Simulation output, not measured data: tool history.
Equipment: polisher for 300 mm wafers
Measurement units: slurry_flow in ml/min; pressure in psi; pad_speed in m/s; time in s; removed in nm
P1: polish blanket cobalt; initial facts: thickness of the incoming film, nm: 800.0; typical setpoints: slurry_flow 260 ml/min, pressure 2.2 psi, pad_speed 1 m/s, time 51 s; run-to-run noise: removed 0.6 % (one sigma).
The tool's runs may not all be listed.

Run 1, day 0.175: slurry_flow 260 ml/min, pressure 2.2 psi, pad_speed 1 m/s, time 51 s. Result: removed 307.32 nm.
Run 2, day 0.333: slurry_flow 260 ml/min, pressure 1 psi, pad_speed 1 m/s, time 51 s. Result: removed 138.89 nm.
Run 3, day 0.454: slurry_flow 260 ml/min, pressure 2.2 psi, pad_speed 1 m/s, time 23 s. Result: removed 139.17 nm.
Run 4, day 0.629: slurry_flow 260 ml/min, pressure 2.2 psi, pad_speed 1 m/s, time 51 s. Result: removed 312.5 nm.
Run 5, day 0.804: slurry_flow 260 ml/min, pressure 3.3 psi, pad_speed 1 m/s, time 51 s. Result: removed 459.24 nm.
Run 6, day 0.892: slurry_flow 260 ml/min, pressure 2.2 psi, pad_speed 1.52 m/s, time 51 s. Result: removed 467.33 nm.
Run 7, day 1.017: slurry_flow 260 ml/min, pressure 2.2 psi, pad_speed 1 m/s, time 51 s. Result: removed 305.22 nm.
Run 8, day 1.142: slurry_flow 260 ml/min, pressure 2.2 psi, pad_speed 0.64 m/s, time 51 s. Result: removed 197.56 nm.
Run 9, day 1.271: slurry_flow 390 ml/min, pressure 2.2 psi, pad_speed 1 m/s, time 51 s. Result: removed 318.65 nm.
Run 10, day 1.433: slurry_flow 260 ml/min, pressure 2.2 psi, pad_speed 0.54 m/s, time 26 s. Result: removed 84.746 nm.
Run 11, day 1.542: slurry_flow 155 ml/min, pressure 2.2 psi, pad_speed 1 m/s, time 51 s. Result: removed 288.57 nm.
Run 12, day 1.692: slurry_flow 260 ml/min, pressure 1.3 psi, pad_speed 0.68 m/s, time 51 s. Result: removed 124 nm.
Run 13, day 1.792: slurry_flow 330 ml/min, pressure 1.6 psi, pad_speed 1 m/s, time 51 s. Result: removed 227.59 nm.
Run 14, day 1.996: slurry_flow 260 ml/min, pressure 2.2 psi, pad_speed 1 m/s, time 51 s. Result: removed 307.78 nm.
Run 15, day 2.179: slurry_flow 260 ml/min, pressure 2.2 psi, pad_speed 1 m/s, time 51 s. Result: removed 308.2 nm.
Run 16, day 2.379: slurry_flow 260 ml/min, pressure 2.2 psi, pad_speed 1 m/s, time 78 s. Result: removed 472.27 nm.
Run 17, day 2.554: slurry_flow 260 ml/min, pressure 2.2 psi, pad_speed 1 m/s, time 51 s. Result: removed 307.06 nm.
Run 18, day 2.658: slurry_flow 260 ml/min, pressure 2.2 psi, pad_speed 1 m/s, time 51 s. Result: removed 303.76 nm.
Run 19, day 2.85: slurry_flow 260 ml/min, pressure 2.2 psi, pad_speed 1 m/s, time 51 s. Result: removed 300.53 nm.
Run 20, day 2.958: slurry_flow 260 ml/min, pressure 2.2 psi, pad_speed 1 m/s, time 51 s. Result: removed 296.27 nm.
Run 21, day 3.104: slurry_flow 260 ml/min, pressure 2.2 psi, pad_speed 1 m/s, time 51 s. Result: removed 295.48 nm.
Run 22, day 3.304: slurry_flow 260 ml/min, pressure 2.2 psi, pad_speed 1 m/s, time 51 s. Result: removed 291.4 nm.
Run 23, day 3.429: slurry_flow 260 ml/min, pressure 2.2 psi, pad_speed 1 m/s, time 51 s. Result: removed 291.8 nm.
At day 3.538: worn pad replaced by a new one.
Run 24, day 3.604: slurry_flow 260 ml/min, pressure 2.2 psi, pad_speed 1 m/s, time 51 s. Result: removed 289.91 nm.
Run 25, day 3.796: slurry_flow 260 ml/min, pressure 2.2 psi, pad_speed 1 m/s, time 51 s. Result: removed 291.42 nm.
Run 26, day 3.992: slurry_flow 260 ml/min, pressure 2.2 psi, pad_speed 1 m/s, time 51 s. Result: removed 289.55 nm.
Run 27, day 4.133: slurry_flow 260 ml/min, pressure 2.2 psi, pad_speed 1 m/s, time 51 s. Result: removed 287.64 nm.

Predict the results of run 28:
Run 28, day 4.288: slurry_flow 260 ml/min, pressure 2.2 psi, pad_speed 1 m/s, time 51 s. Result: removed ?.

removed: 290.59 nm

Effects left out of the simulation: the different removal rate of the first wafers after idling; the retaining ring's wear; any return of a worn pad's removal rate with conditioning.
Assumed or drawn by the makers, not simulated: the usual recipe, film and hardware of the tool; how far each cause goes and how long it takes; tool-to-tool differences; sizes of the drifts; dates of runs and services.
